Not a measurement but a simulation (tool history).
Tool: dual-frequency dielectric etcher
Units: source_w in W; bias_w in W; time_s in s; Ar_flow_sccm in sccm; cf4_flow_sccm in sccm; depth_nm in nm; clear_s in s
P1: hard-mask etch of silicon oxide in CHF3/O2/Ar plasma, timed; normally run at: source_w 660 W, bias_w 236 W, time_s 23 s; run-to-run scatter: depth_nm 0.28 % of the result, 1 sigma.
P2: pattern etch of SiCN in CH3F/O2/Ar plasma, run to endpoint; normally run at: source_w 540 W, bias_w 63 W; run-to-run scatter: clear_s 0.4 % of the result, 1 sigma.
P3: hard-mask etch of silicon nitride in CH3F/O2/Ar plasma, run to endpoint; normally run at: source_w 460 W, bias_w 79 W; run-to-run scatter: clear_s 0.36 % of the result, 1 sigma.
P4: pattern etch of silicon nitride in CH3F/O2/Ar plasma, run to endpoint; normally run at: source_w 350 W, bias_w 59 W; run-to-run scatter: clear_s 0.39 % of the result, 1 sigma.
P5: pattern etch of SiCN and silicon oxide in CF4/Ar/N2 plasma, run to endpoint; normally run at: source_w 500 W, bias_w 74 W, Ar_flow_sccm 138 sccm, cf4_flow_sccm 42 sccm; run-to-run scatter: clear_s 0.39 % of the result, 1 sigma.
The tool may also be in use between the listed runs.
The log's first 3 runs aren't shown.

run   hour  process  source_w  bias_w  time_s  Ar_flow_sccm  cf4_flow_sccm  depth_nm  clear_s
  4   37.5       P2       540      37                                                  23.695
  5   47.7       P1       660     236      23                                 53.342
  6   56.6       P5       500      74                   138             59             17.881
      59.0  -- wet clean of the chamber
  7   68.4       P4       240      59                                                  46.339
  8   81.6       P1       660     236      23                                 53.521
  9   88.7       P1       660     236      29                                 67.398
 10   94.9       P3       300      79                                                  82.849
 11  105.1       P1       660     155      23                                 46.259
 12  114.9       P4       350      38                                                  46.096
 13  125.5       P1       440     236      23                                 45.929
 14  132.6       P3       460      79                                                  70.255
 15  146.1       P1       660     236      23                                 53.652
 16  152.1       P1       660     236      17                                 39.394
 17  162.0       P4       350      59                                                  39.854
 18  170.5       P1       660     236      23                                 53.409
 19  182.6       P2       540      63                                                  20.141
 20  191.3       P2       310      63                                                  24.822

The next listed run, before its measurement:
 21  197.4       P3       460      79                                                       ?

Run 21 gave clear_s 70.452 s.
